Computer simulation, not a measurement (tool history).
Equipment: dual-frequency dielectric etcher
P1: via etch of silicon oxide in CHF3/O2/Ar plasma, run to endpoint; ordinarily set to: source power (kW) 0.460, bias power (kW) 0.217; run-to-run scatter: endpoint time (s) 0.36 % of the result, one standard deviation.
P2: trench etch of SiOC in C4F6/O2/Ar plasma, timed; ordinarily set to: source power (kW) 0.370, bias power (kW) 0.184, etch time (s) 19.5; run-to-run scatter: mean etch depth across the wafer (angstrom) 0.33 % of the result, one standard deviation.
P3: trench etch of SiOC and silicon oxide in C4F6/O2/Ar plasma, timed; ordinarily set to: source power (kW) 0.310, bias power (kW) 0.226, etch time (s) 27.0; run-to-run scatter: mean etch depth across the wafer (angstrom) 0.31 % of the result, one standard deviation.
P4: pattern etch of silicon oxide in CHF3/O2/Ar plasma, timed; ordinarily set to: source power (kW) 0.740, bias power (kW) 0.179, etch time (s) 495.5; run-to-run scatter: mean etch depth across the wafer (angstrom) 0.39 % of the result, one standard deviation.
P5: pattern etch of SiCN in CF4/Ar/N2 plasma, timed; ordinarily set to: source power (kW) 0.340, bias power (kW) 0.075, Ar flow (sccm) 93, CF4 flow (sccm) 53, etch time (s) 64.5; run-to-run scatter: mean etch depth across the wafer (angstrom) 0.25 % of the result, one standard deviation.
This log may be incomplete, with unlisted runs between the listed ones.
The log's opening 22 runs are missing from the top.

run   hour  process that ran  source power (kW)  bias power (kW)  Ar flow (sccm)  CF4 flow (sccm)  etch time (s)  endpoint time (s)  mean etch depth across the wafer (angstrom)
 23  107.2                P1              0.460            0.290                                                             394.06
 24  110.1                P4              0.740            0.179                                           495.5                                                        10843.00
 25  114.2                P1              0.360            0.217                                                             478.51
 26  116.8                P4              1.000            0.179                                           495.5                                                        12298.00
 27  121.9                P1              0.460            0.217                                                             436.21
 28  126.6                P5              0.340            0.050              93               53           64.5                                                          372.95
 29  131.1                P2              0.370            0.184                                            28.5                                                          590.99
 30  136.3                P3              0.310            0.293                                            27.0                                                          577.26
 31  141.6                P1              0.460            0.217                                                             435.73
 32  146.4                P1              0.460            0.217                                                             440.46
 33  152.2                P1              0.460            0.217                                                             441.82
 34  155.5                P1              0.460            0.217                                                             443.78
 35  158.5                P1              0.460            0.217                                                             442.70

What does the tool deliver on the next run?
 36  162.5                P1              0.460            0.217                                                                  ?

Run 36 came out at endpoint time (s) 446.01.
